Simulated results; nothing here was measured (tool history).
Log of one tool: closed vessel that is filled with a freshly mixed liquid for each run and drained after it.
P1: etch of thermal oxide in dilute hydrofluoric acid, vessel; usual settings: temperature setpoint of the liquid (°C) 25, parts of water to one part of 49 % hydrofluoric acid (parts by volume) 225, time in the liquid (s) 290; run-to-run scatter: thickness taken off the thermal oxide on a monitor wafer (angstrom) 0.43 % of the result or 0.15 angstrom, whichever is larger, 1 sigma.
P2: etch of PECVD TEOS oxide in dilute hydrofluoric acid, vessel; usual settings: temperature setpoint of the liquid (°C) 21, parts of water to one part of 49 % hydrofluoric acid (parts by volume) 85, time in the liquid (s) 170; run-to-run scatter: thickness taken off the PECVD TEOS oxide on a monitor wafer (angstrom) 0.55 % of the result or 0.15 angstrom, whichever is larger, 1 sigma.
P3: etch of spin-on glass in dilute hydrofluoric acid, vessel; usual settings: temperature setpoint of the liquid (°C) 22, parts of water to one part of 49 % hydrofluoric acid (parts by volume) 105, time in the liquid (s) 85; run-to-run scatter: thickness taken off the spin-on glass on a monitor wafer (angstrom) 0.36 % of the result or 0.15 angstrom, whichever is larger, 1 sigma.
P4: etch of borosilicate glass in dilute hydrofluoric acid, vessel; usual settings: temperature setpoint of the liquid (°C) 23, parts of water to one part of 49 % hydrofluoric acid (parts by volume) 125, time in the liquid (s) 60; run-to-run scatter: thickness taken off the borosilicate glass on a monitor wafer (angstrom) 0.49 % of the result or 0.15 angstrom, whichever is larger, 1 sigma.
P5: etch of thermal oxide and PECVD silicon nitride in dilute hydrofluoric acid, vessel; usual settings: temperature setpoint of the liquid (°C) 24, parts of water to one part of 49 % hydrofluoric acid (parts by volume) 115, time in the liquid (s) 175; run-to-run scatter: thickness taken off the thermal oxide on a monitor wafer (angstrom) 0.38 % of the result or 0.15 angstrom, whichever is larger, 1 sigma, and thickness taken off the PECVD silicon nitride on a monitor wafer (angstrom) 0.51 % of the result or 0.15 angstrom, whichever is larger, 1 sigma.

| run | hour | process that ran | temperature setpoint of the liquid (°C) | parts of water to one part of 49 % hydrofluoric acid (parts by volume) | time in the liquid (s) | hours since the thermometer was replaced | hours since the hydrofluoric acid flow meter was replaced | thickness taken off the thermal oxide on a monitor wafer (angstrom) | thickness taken off the PECVD silicon nitride on a monitor wafer (angstrom) | thickness taken off the PECVD TEOS oxide on a monitor wafer (angstrom) | thickness taken off the spin-on glass on a monitor wafer (angstrom) | thickness taken off the borosilicate glass on a monitor wafer (angstrom) |
|---|---|---|---|---|---|---|---|---|---|---|---|---|
| 1 | 5 | P1 | 25 | 225 | 290 | 1504.5 | 285.4 | 55.817 |  |  |  |  |
| 2 | 11.8 | P1 | 25 | 225 | 290 | 1511.3 | 292.2 | 55.671 |  |  |  |  |
| 3 | 15.5 | P5 | 30 | 115 | 175 | 1515 | 295.9 | 89.863 | 66.999 |  |  |  |
| 4 | 20.4 | P1 | 25 | 225 | 290 | 1519.9 | 300.8 | 55.674 |  |  |  |  |
| 5 | 24.3 | P1 | 30 | 225 | 290 | 1523.8 | 304.7 | 66.143 |  |  |  |  |
| 6 | 31.1 | P1 | 25 | 335 | 290 | 1530.6 | 311.5 | 33.461 |  |  |  |  |
| 7 | 36.8 | P5 | 24 | 210 | 175 | 1536.3 | 317.2 | 35.269 | 25.049 |  |  |  |
| 8 | 42.6 | P1 | 25 | 225 | 290 | 1542.1 | 323 | 55.565 |  |  |  |  |
| 9 | 49.1 | P2 | 21 | 85 | 300 | 1548.6 | 329.5 |  |  | 379.18 |  |  |
| 10 | 54.3 | P1 | 31 | 355 | 290 | 1553.8 | 334.7 | 37.255 |  |  |  |  |
| 11 | 61.5 | P3 | 22 | 150 | 85 | 1561 | 341.9 |  |  |  | 131.82 |  |
| 12 | 65.2 | P1 | 25 | 225 | 480 | 1564.7 | 345.6 | 92.754 |  |  |  |  |
| 13 | 72 | P2 | 21 | 85 | 170 | 1571.5 | 352.4 |  |  | 215.05 |  |  |
| 14 | 76.7 | P3 | 22 | 105 | 85 | 1576.2 | 357.1 |  |  |  | 196.78 |  |
| 15 | 82.5 | P1 | 25 | 225 | 145 | 1582 | 362.9 | 27.689 |  |  |  |  |
| 16 | 86.2 | P5 | 24 | 115 | 315 | 1585.7 | 366.6 | 128.74 | 81.795 |  |  |  |
| 17 | 90.2 | P4 | 29 | 125 | 60 | 1589.7 | 370.6 |  |  |  |  | 206.75 |
| 18 | 96.2 | P1 | 29.5 | 225 | 525 | 1595.7 | 376.6 | 116.81 |  |  |  |  |
| 19 | 101.4 | P2 | 27 | 85 | 170 | 1600.9 | 381.8 |  |  | 272.68 |  |  |
| 20 | 106 | P4 | 23 | 125 | 100 | 1605.5 | 386.4 |  |  |  |  | 274.05 |
| 21 | 111.9 | P1 | 25 | 225 | 290 | 1611.4 | 392.3 | 56.025 |  |  |  |  |
| 22 | 117.9 | P3 | 30.5 | 105 | 85 | 1617.4 | 398.3 |  |  |  | 275.17 |  |
| 23 | 124.6 | P2 | 21 | 40 | 170 | 1624.1 | 405 |  |  | 482.15 |  |  |
| 24 | 131.1 | P4 | 23 | 70 | 60 | 1630.6 | 411.5 |  |  |  |  | 310.8 |
| 25 | 135.7 | P1 | 31.5 | 225 | 175 | 1635.2 | 416.1 | 41.821 |  |  |  |  |
| 26 | 140 | P5 | 24 | 115 | 175 | 1639.5 | 420.4 | 72.263 | 45.622 |  |  |  |
| 27 | 144.3 | P1 | 25 | 225 | 290 | 1643.8 | 424.7 | 55.212 |  |  |  |  |
| 28 | 149.1 | P4 | 23 | 125 | 60 | 1648.6 | 429.5 |  |  |  |  | 163.39 |
| 29 | 153.5 | P1 | 25 | 100 | 290 | 1653 | 433.9 | 144.34 |  |  |  |  |
| 30 | 160 | P1 | 20 | 225 | 290 | 1659.5 | 440.4 | 46.368 |  |  |  |  |
| 31 | 164.7 | P3 | 22 | 105 | 30 | 1664.2 | 445.1 |  |  |  | 69.634 |  |
| 32 | 171.6 | P1 | 25 | 225 | 290 | 1671.1 | 452 | 55.162 |  |  |  |  |
| 33 | 178.5 | P1 | 25 | 225 | 290 | 1678 | 458.9 | 55.079 |  |  |  |  |
| 34 | 183 | P1 | 25 | 225 | 290 | 1682.5 | 463.4 | 53.703 |  |  |  |  |
| 35 | 186.2 | P1 | 25 | 225 | 290 | 1685.7 | 466.6 | 52.755 |  |  |  |  |
| 36 | 190.1 | P1 | 25 | 225 | 290 | 1689.6 | 470.5 | 52.708 |  |  |  |  |
| 37 | 193.5 | P1 | 25 | 225 | 290 | 1693 | 473.9 | 52.008 |  |  |  |  |
| 38 | 198.7 | P1 | 25 | 225 | 290 | 1698.2 | 479.1 | 52.791 |  |  |  |  |
| 39 | 204.1 | P1 | 25 | 225 | 290 | 1703.6 | 484.5 | 52.382 |  |  |  |  |

What P1 gives has crept away from where it was. These 2 causes fit the log equally well, each at the size given:
A: hydrofluoric acid flow below the setpoint (%) = 4.86
B: liquid colder than its thermometer reads (K) = 1.71
The creep began at about hour 178.5.

4 check runs are offered, one wafer each, their results left as question marks. Which one tells the causes apart?
| check 1 | 209.5 | P2 | 27 | 85 | 225 |  |  |  |  | ? |  |  |
| check 2 | 209.5 | P4 | 23 | 125 | 100 |  |  |  |  |  |  | ? |
| check 3 | 209.5 | P3 | 27.5 | 105 | 85 |  |  |  |  |  | ? |  |
| check 4 | 209.5 | P5 | 29.5 | 115 | 175 |  |  | ? | ? |  |  |  |

What each check would give under each cause:
| check | result | if A | if B |
|---|---|---|---|
| check 1 | thickness taken off the PECVD TEOS oxide on a monitor wafer (angstrom) | 343.17 | 339.22 |
| check 2 | thickness taken off the borosilicate glass on a monitor wafer (angstrom) | 259.02 | 256.31 |
| check 3 | thickness taken off the spin-on glass on a monitor wafer (angstrom) | 231.64 | 229.56 |
| check 4 | thickness taken off the thermal oxide on a monitor wafer (angstrom) | 83.689 | 83.159 |
| check 4 | thickness taken off the PECVD silicon nitride on a monitor wafer (angstrom) | 61.868 | 58.409 |
How far apart the two closest causes lie, in the result that separates them most: check 1 1.16 %; check 2 1.05 %; check 3 0.9 %; check 4 5.75 %
Only check 4 tells the causes apart: in the others they would give nearly the same result.

Then check 4 was run and gave: thickness taken off the thermal oxide on a monitor wafer (angstrom) 83.197; thickness taken off the PECVD silicon nitride on a monitor wafer (angstrom) 58.757. Which cause is it?

It is B: liquid colder than its thermometer reads (K).

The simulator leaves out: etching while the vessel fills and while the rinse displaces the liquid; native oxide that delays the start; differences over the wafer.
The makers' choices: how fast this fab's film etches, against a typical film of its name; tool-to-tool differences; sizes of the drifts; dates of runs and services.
